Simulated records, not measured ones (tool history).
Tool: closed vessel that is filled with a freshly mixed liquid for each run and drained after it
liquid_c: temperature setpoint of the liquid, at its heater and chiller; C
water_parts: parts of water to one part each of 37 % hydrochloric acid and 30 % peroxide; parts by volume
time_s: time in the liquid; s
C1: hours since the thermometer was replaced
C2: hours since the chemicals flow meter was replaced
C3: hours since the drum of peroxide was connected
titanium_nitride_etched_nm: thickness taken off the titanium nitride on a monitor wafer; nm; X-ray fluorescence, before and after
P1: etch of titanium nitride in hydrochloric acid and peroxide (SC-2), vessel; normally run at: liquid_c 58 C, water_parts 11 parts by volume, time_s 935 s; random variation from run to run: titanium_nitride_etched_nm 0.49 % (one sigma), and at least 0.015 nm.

{"run": 1, "hour": 7.4, "liquid_c": 58, "water_parts": 11, "time_s": 935, "C1": 505.1, "C2": 297.6, "C3": 155.1, "titanium_nitride_etched_nm": 48.908}
{"run": 2, "hour": 15.2, "liquid_c": 71, "water_parts": 11, "time_s": 935, "C1": 512.9, "C2": 305.4, "C3": 162.9, "titanium_nitride_etched_nm": 109.8}
{"run": 3, "hour": 19.6, "liquid_c": 58, "water_parts": 4, "time_s": 935, "C1": 517.3, "C2": 309.8, "C3": 167.3, "titanium_nitride_etched_nm": 107.35}
{"run": 4, "hour": 24.3, "liquid_c": 67.5, "water_parts": 4, "time_s": 935, "C1": 522, "C2": 314.5, "C3": 172, "titanium_nitride_etched_nm": 193.84}
{"run": 5, "hour": 28.7, "liquid_c": 58, "water_parts": 11, "time_s": 935, "C1": 526.4, "C2": 318.9, "C3": 176.4, "titanium_nitride_etched_nm": 49.104}
{"run": 6, "hour": 35.6, "liquid_c": 58, "water_parts": 17, "time_s": 935, "C1": 533.3, "C2": 325.8, "C3": 183.3, "titanium_nitride_etched_nm": 33.736}
{"run": 7, "hour": 40.5, "liquid_c": 58, "water_parts": 19, "time_s": 520, "C1": 538.2, "C2": 330.7, "C3": 188.2, "titanium_nitride_etched_nm": 16.928}
{"run": 8, "hour": 46.6, "liquid_c": 58, "water_parts": 11, "time_s": 935, "C1": 544.3, "C2": 336.8, "C3": 194.3, "titanium_nitride_etched_nm": 49.447}
{"run": 9, "hour": 53.2, "liquid_c": 58, "water_parts": 11, "time_s": 1475, "C1": 550.9, "C2": 343.4, "C3": 200.9, "titanium_nitride_etched_nm": 78.166}
{"run": 10, "hour": 59.0, "liquid_c": 58, "water_parts": 11, "time_s": 475, "C1": 556.7, "C2": 349.2, "C3": 206.7, "titanium_nitride_etched_nm": 24.97}
{"run": 11, "hour": 65.5, "liquid_c": 58, "water_parts": 11, "time_s": 935, "C1": 563.2, "C2": 355.7, "C3": 213.2, "titanium_nitride_etched_nm": 49.639}
{"run": 12, "hour": 71.4, "liquid_c": 45.5, "water_parts": 11, "time_s": 935, "C1": 569.1, "C2": 361.6, "C3": 219.1, "titanium_nitride_etched_nm": 21.615}
{"run": 13, "hour": 75.6, "liquid_c": 58, "water_parts": 11, "time_s": 935, "C1": 573.3, "C2": 365.8, "C3": 223.3, "titanium_nitride_etched_nm": 49.297}
{"hour": 79.9, "done": "chemicals flow meter replaced"}
{"run": 14, "hour": 83.4, "liquid_c": 58, "water_parts": 18, "time_s": 230, "C1": 581.1, "C2": 3.6, "C3": 231.1, "titanium_nitride_etched_nm": 7.9349}
{"run": 15, "hour": 87.9, "liquid_c": 58, "water_parts": 11, "time_s": 935, "C1": 585.6, "C2": 8.1, "C3": 235.6, "titanium_nitride_etched_nm": 49.998}
{"run": 16, "hour": 91.9, "liquid_c": 58, "water_parts": 11, "time_s": 935, "C1": 589.6, "C2": 12.1, "C3": 239.6, "titanium_nitride_etched_nm": 49.526}
{"run": 17, "hour": 97.5, "liquid_c": 58, "water_parts": 11, "time_s": 935, "C1": 595.2, "C2": 17.7, "C3": 245.2, "titanium_nitride_etched_nm": 48.011}
{"run": 18, "hour": 101.4, "liquid_c": 58, "water_parts": 11, "time_s": 935, "C1": 599.1, "C2": 21.6, "C3": 249.1, "titanium_nitride_etched_nm": 47.12}
{"run": 19, "hour": 108.5, "liquid_c": 58, "water_parts": 11, "time_s": 935, "C1": 606.2, "C2": 28.7, "C3": 256.2, "titanium_nitride_etched_nm": 46.037}
{"run": 20, "hour": 115.0, "liquid_c": 58, "water_parts": 11, "time_s": 935, "C1": 612.7, "C2": 35.2, "C3": 262.7, "titanium_nitride_etched_nm": 45.691}

The next listed run, before its measurement:
{"run": 21, "hour": 122.3, "liquid_c": 58, "water_parts": 11, "time_s": 935, "C1": 620, "C2": 42.5, "C3": 270, "titanium_nitride_etched_nm": "?"}

titanium_nitride_etched_nm: 45.509 nm
